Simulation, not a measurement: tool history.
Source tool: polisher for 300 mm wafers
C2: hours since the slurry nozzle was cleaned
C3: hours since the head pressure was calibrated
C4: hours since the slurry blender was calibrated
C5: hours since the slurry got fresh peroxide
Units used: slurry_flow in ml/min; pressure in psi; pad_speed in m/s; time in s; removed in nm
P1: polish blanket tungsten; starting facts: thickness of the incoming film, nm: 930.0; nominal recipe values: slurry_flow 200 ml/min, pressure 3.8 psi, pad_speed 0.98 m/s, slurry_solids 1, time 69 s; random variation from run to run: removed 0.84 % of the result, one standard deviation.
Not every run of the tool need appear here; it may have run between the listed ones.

run 1 hour=11 | slurry_flow=200 pressure=3.8 pad_speed=0.98 slurry_solids=1 time=69 | wafers_polished_on_this_pad=889 C2=87.9 C3=144.1 C4=208.3 C5=70.5 | removed=270.84
run 2 hour=26.7 | slurry_flow=200 pressure=3.8 pad_speed=0.98 slurry_solids=1 time=69 | wafers_polished_on_this_pad=984 C2=103.6 C3=159.8 C4=224 C5=86.2 | removed=273.62
run 3 hour=35.2 | slurry_flow=200 pressure=3.8 pad_speed=0.98 slurry_solids=1 time=48 | wafers_polished_on_this_pad=1036 C2=112.1 C3=168.3 C4=232.5 C5=94.7 | removed=189.21
-- hour=45.1 slurry nozzle cleaned
run 4 hour=51.5 | slurry_flow=200 pressure=3.8 pad_speed=0.98 slurry_solids=1 time=69 | wafers_polished_on_this_pad=1135 C2=6.4 C3=184.6 C4=248.8 C5=111 | removed=275.04
run 5 hour=61.7 | slurry_flow=200 pressure=3.8 pad_speed=0.98 slurry_solids=1 time=69 | wafers_polished_on_this_pad=1196 C2=16.6 C3=194.8 C4=259 C5=121.2 | removed=271.78
-- hour=71.3 slurry tank refilled with fresh slurry and peroxide
run 6 hour=76.6 | slurry_flow=200 pressure=3.8 pad_speed=0.98 slurry_solids=1.35 time=69 | wafers_polished_on_this_pad=1287 C2=31.5 C3=209.7 C4=273.9 C5=5.4 | removed=292.99
run 7 hour=93.4 | slurry_flow=200 pressure=5.8 pad_speed=0.98 slurry_solids=1 time=69 | wafers_polished_on_this_pad=1389 C2=48.3 C3=226.5 C4=290.7 C5=22.2 | removed=414.39
run 8 hour=107.7 | slurry_flow=200 pressure=3.8 pad_speed=1.34 slurry_solids=1 time=69 | wafers_polished_on_this_pad=1475 C2=62.6 C3=240.8 C4=305 C5=36.5 | removed=370.55
run 9 hour=118 | slurry_flow=200 pressure=2 pad_speed=0.98 slurry_solids=1 time=69 | wafers_polished_on_this_pad=1538 C2=72.9 C3=251.1 C4=315.3 C5=46.8 | removed=143.39
run 10 hour=131.9 | slurry_flow=200 pressure=3.8 pad_speed=0.98 slurry_solids=1 time=98 | wafers_polished_on_this_pad=1622 C2=86.8 C3=265 C4=329.2 C5=60.7 | removed=386.63
run 11 hour=144.2 | slurry_flow=200 pressure=3.8 pad_speed=0.98 slurry_solids=1 time=69 | wafers_polished_on_this_pad=1697 C2=99.1 C3=277.3 C4=341.5 C5=73 | removed=268.99
run 12 hour=161.9 | slurry_flow=155 pressure=3.8 pad_speed=0.98 slurry_solids=0.6 time=69 | wafers_polished_on_this_pad=1804 C2=116.8 C3=295 C4=359.2 C5=90.7 | removed=230.39
run 13 hour=176.2 | slurry_flow=120 pressure=3.8 pad_speed=0.98 slurry_solids=1 time=69 | wafers_polished_on_this_pad=1891 C2=131.1 C3=309.3 C4=373.5 C5=105 | removed=252.16
run 14 hour=188.9 | slurry_flow=200 pressure=1.9 pad_speed=0.98 slurry_solids=1 time=88 | wafers_polished_on_this_pad=1968 C2=143.8 C3=322 C4=386.2 C5=117.7 | removed=175.21
run 15 hour=198.6 | slurry_flow=200 pressure=3.8 pad_speed=0.98 slurry_solids=1 time=69 | wafers_polished_on_this_pad=2027 C2=153.5 C3=331.7 C4=395.9 C5=127.4 | removed=270.64
-- hour=208.6 head pressure recalibrated
run 16 hour=211.3 | slurry_flow=200 pressure=3.8 pad_speed=0.98 slurry_solids=0.75 time=69 | wafers_polished_on_this_pad=2104 C2=166.2 C3=2.8 C4=408.6 C5=140.1 | removed=254.68
run 17 hour=225.2 | slurry_flow=275 pressure=3.8 pad_speed=0.98 slurry_solids=1 time=69 | wafers_polished_on_this_pad=2188 C2=180.1 C3=16.7 C4=422.5 C5=154 | removed=283.34
run 18 hour=240.4 | slurry_flow=200 pressure=3.8 pad_speed=0.44 slurry_solids=1 time=69 | wafers_polished_on_this_pad=2280 C2=195.3 C3=31.9 C4=437.7 C5=169.2 | removed=120.5
run 19 hour=251.3 | slurry_flow=200 pressure=3.8 pad_speed=0.98 slurry_solids=1 time=69 | wafers_polished_on_this_pad=2346 C2=206.2 C3=42.8 C4=448.6 C5=180.1 | removed=270.23
run 20 hour=267.1 | slurry_flow=200 pressure=3.8 pad_speed=0.98 slurry_solids=1 time=69 | wafers_polished_on_this_pad=2442 C2=222 C3=58.6 C4=464.4 C5=195.9 | removed=265.73
run 21 hour=285.3 | slurry_flow=200 pressure=3.8 pad_speed=0.98 slurry_solids=1 time=69 | wafers_polished_on_this_pad=2552 C2=240.2 C3=76.8 C4=482.6 C5=214.1 | removed=261.8
run 22 hour=296.5 | slurry_flow=200 pressure=3.8 pad_speed=0.98 slurry_solids=1 time=69 | wafers_polished_on_this_pad=2620 C2=251.4 C3=88 C4=493.8 C5=225.3 | removed=257.3
-- hour=304.3 worn pad replaced by a new one
run 23 hour=311 | slurry_flow=200 pressure=3.8 pad_speed=0.98 slurry_solids=1 time=69 | wafers_polished_on_this_pad=41 C2=265.9 C3=102.5 C4=508.3 C5=239.8 | removed=250.78
-- hour=313 head pressure recalibrated
run 24 hour=327.7 | slurry_flow=200 pressure=3.8 pad_speed=0.98 slurry_solids=1 time=69 | wafers_polished_on_this_pad=142 C2=282.6 C3=14.8 C4=525 C5=256.5 | removed=255.46
-- hour=328.9 slurry blender recalibrated
run 25 hour=340 | slurry_flow=200 pressure=3.8 pad_speed=0.98 slurry_solids=1 time=69 | wafers_polished_on_this_pad=216 C2=294.9 C3=27.1 C4=11.2 C5=268.8 | removed=255.09
run 26 hour=352.8 | slurry_flow=200 pressure=3.8 pad_speed=0.98 slurry_solids=1 time=69 | wafers_polished_on_this_pad=294 C2=307.7 C3=39.9 C4=24 C5=281.6 | removed=252.46
run 27 hour=369.1 | slurry_flow=200 pressure=3.8 pad_speed=0.98 slurry_solids=1 time=69 | wafers_polished_on_this_pad=393 C2=324 C3=56.2 C4=40.3 C5=297.9 | removed=252.01
run 28 hour=378.5 | slurry_flow=200 pressure=3.8 pad_speed=0.98 slurry_solids=1 time=69 | wafers_polished_on_this_pad=450 C2=333.4 C3=65.6 C4=49.7 C5=307.3 | removed=247.54

The output of P1 has drifted from where it used to be. Each of the 2 causes below, taken at the size shown beside it, accounts for the log equally well:
A: peroxide lost from the slurry, % = 18.7
B: slurry flow missing at the pad, % = 38.5
The onset of the drift is placed at about hour 251.3.
Every other cause this tool's parts could produce, and why it does not fit the log:
removal rate lost through wear of the pad, %: serviced at hour 304.3, after the drift had started, without restoring the earlier output
head's pressure below its setpoint, %: serviced at hour 313, after the drift had started, without restoring the earlier output
abrasive missing from the slurry, %: serviced at hour 328.9, after the drift had started, without restoring the earlier output

The list below offers 4 check runs, each averaging the results of 2 wafers, and shows each result as a question mark. For which of them would the listed causes give clearly different results?
run check 1 hour=387.9 | slurry_flow=200 pressure=3.8 pad_speed=1.3 slurry_solids=1 time=86 | removed=?
run check 2 hour=387.9 | slurry_flow=120 pressure=3.8 pad_speed=0.98 slurry_solids=1 time=69 | removed=?
run check 3 hour=387.9 | slurry_flow=200 pressure=3.8 pad_speed=0.98 slurry_solids=0.75 time=69 | removed=?
run check 4 hour=387.9 | slurry_flow=200 pressure=3.8 pad_speed=1.24 slurry_solids=1 time=69 | removed=?

Outcome of each check run for each possible cause:
check=check_1 result=removed if_A=414.18 if_B=414.15
check=check_2 result=removed if_A=229.93 if_B=219.36
check=check_3 result=removed if_A=234.25 if_B=234.24
check=check_4 result=removed if_A=316.97 if_B=316.95
How far apart the two closest causes lie, in the result that separates them most: check 1 0.01 %; check 2 4.71 %; check 3 0.01 %; check 4 0.01 %
Of the check runs offered, only check 2 discriminates between the causes; the rest would read about the same regardless of which cause applies.

With check 2 done, the readings were: removed 220.96 nm. Identify which of the listed causes applies.

B is the cause: slurry flow missing at the pad, %.

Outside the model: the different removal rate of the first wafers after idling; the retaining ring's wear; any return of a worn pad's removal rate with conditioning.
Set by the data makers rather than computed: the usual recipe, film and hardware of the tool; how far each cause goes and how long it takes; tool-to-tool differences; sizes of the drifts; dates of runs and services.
